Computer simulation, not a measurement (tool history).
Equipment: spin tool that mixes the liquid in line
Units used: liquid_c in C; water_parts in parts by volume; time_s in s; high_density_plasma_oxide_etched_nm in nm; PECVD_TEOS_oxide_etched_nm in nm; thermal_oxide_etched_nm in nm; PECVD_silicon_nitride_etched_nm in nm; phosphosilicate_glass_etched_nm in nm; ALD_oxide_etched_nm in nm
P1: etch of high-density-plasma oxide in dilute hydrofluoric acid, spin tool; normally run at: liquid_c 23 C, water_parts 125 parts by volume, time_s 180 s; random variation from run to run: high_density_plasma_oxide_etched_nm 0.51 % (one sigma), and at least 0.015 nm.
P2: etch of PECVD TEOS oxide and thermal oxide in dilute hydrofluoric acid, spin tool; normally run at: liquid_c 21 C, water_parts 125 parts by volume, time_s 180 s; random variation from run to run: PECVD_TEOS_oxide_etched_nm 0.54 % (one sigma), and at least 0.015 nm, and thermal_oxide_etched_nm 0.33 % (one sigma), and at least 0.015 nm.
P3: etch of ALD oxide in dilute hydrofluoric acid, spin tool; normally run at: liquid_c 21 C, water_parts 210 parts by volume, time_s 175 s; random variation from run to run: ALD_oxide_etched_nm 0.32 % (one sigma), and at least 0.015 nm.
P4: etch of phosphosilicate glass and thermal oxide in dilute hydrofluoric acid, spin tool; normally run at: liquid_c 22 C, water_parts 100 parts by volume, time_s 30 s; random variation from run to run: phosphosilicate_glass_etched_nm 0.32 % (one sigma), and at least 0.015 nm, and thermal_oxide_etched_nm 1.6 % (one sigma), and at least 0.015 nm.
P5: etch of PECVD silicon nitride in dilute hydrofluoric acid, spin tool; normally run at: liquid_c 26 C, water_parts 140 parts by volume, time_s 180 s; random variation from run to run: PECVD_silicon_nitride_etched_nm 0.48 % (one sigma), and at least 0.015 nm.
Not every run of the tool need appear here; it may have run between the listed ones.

run,day,process,liquid_c,water_parts,time_s,hours since the thermometer was replaced,hours since the hydrofluoric acid flow meter was replaced,high_density_plasma_oxide_etched_nm,PECVD_TEOS_oxide_etched_nm,thermal_oxide_etched_nm,PECVD_silicon_nitride_etched_nm,phosphosilicate_glass_etched_nm,ALD_oxide_etched_nm
1,0.692,P1,23,125,180,1238.2,535.4,6.8458,,,,,
2,1.45,P2,26,125,180,1256.4,553.6,,12.886,7.5243,,,
3,2.133,P5,26,240,180,1272.8,570,,,,2.5612,,
4,2.733,P1,23,125,180,1287.2,584.4,6.7935,,,,,
5,3.204,P1,23,125,180,1298.5,595.7,6.8602,,,,,
6,3.95,P1,23,210,180,1316.4,613.6,3.7652,,,,,
7,4.596,P2,21,125,180,1331.9,629.1,,10.479,6.1715,,,
8,5.25,P5,26,140,180,1347.6,644.8,,,,4.3492,,
9,5.867,P1,17,125,180,1362.4,659.6,5.436,,,,,
10,6.55,P1,28.5,125,180,1378.8,676,8.4767,,,,,
11,6.942,P1,23,125,55,1388.2,685.4,2.0783,,,,,
12,7.338,P1,30,80,180,1397.7,694.9,14.879,,,,,
13,8.012,P2,21,125,30,1413.9,711.1,,1.7752,1.0172,,,
14,8.592,P5,26,140,15,1427.8,725,,,,0.37025,,
15,8.95,P1,23,125,180,1436.4,733.6,6.7907,,,,,
16,9.683,P4,22,175,30,1454,751.2,,,0.70597,,10.053,
17,10.279,P1,23,125,180,1468.3,765.5,6.8636,,,,,
18,10.933,P3,21,365,175,1484,781.2,,,,,,9.506
19,11.396,P1,23,125,335,1495.1,792.3,12.831,,,,,
20,12.004,P4,17,100,30,1509.7,806.9,,,1.0473,,15.621,
21,12.483,P4,22,100,55,1521.2,818.4,,,2.4113,,34.761,
22,13.267,P3,21,210,35,1540,837.2,,,,,,3.7618
23,13.712,P5,26,140,180,1550.7,847.9,,,,4.323,,
24,14.5,P1,23,125,180,1569.6,866.8,6.8366,,,,,

Forecast run 25:
25,15.1,P2,21,220,180,1584,881.2,,?,?,,,

PECVD_TEOS_oxide_etched_nm: 5.4027 nm
thermal_oxide_etched_nm: 3.2003 nm
